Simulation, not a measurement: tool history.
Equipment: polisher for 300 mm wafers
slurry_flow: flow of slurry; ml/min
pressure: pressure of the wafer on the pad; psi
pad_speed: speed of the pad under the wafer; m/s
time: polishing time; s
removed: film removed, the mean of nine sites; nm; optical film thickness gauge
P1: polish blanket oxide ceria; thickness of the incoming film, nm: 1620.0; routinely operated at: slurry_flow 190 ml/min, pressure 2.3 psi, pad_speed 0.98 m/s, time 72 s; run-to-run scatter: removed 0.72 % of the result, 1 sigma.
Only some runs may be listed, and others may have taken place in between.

run 1 day=0.567 | slurry_flow=190 pressure=2.3 pad_speed=0.98 time=72 | removed=266.08
run 2 day=1.1 | slurry_flow=115 pressure=2.3 pad_speed=0.98 time=72 | removed=241.51
-- day=1.158 slurry nozzle cleaned
run 3 day=1.475 | slurry_flow=190 pressure=3.6 pad_speed=0.98 time=72 | removed=408.98
run 4 day=1.812 | slurry_flow=190 pressure=2.3 pad_speed=0.98 time=72 | removed=260.54
run 5 day=2.188 | slurry_flow=190 pressure=2.3 pad_speed=0.98 time=72 | removed=261.36
run 6 day=2.717 | slurry_flow=260 pressure=2.3 pad_speed=0.74 time=72 | removed=207.08
run 7 day=3.262 | slurry_flow=240 pressure=2.3 pad_speed=0.98 time=72 | removed=270.65
run 8 day=3.679 | slurry_flow=190 pressure=2.3 pad_speed=0.98 time=72 | removed=263.94
run 9 day=4.125 | slurry_flow=190 pressure=1 pad_speed=0.98 time=72 | removed=114.15
run 10 day=4.504 | slurry_flow=190 pressure=2.3 pad_speed=0.44 time=72 | removed=118.6
run 11 day=4.85 | slurry_flow=190 pressure=2.3 pad_speed=0.98 time=97 | removed=357.25
run 12 day=5.15 | slurry_flow=190 pressure=2.3 pad_speed=0.98 time=72 | removed=263.2
run 13 day=5.571 | slurry_flow=190 pressure=2.3 pad_speed=1.48 time=72 | removed=399.02
run 14 day=5.846 | slurry_flow=190 pressure=2.3 pad_speed=0.98 time=38 | removed=137.52
run 15 day=6.262 | slurry_flow=190 pressure=2.3 pad_speed=0.98 time=72 | removed=260.78
run 16 day=6.542 | slurry_flow=190 pressure=2.3 pad_speed=0.98 time=72 | removed=261.92
run 17 day=6.896 | slurry_flow=190 pressure=2.3 pad_speed=0.98 time=72 | removed=258.66
run 18 day=7.258 | slurry_flow=190 pressure=2.3 pad_speed=0.98 time=72 | removed=252.75
run 19 day=7.646 | slurry_flow=190 pressure=2.3 pad_speed=0.98 time=72 | removed=254.64
run 20 day=8.162 | slurry_flow=190 pressure=2.3 pad_speed=0.98 time=72 | removed=251.96
run 21 day=8.667 | slurry_flow=190 pressure=2.3 pad_speed=0.98 time=72 | removed=251.23
-- day=9.05 worn pad replaced by a new one
run 22 day=9.242 | slurry_flow=190 pressure=2.3 pad_speed=0.98 time=72 | removed=245.3
run 23 day=9.588 | slurry_flow=190 pressure=2.3 pad_speed=0.98 time=72 | removed=249.27

For run 24, what comes out?
run 24 day=10.025 | slurry_flow=190 pressure=2.3 pad_speed=0.98 time=72 | removed=?

removed: 248.74 nm

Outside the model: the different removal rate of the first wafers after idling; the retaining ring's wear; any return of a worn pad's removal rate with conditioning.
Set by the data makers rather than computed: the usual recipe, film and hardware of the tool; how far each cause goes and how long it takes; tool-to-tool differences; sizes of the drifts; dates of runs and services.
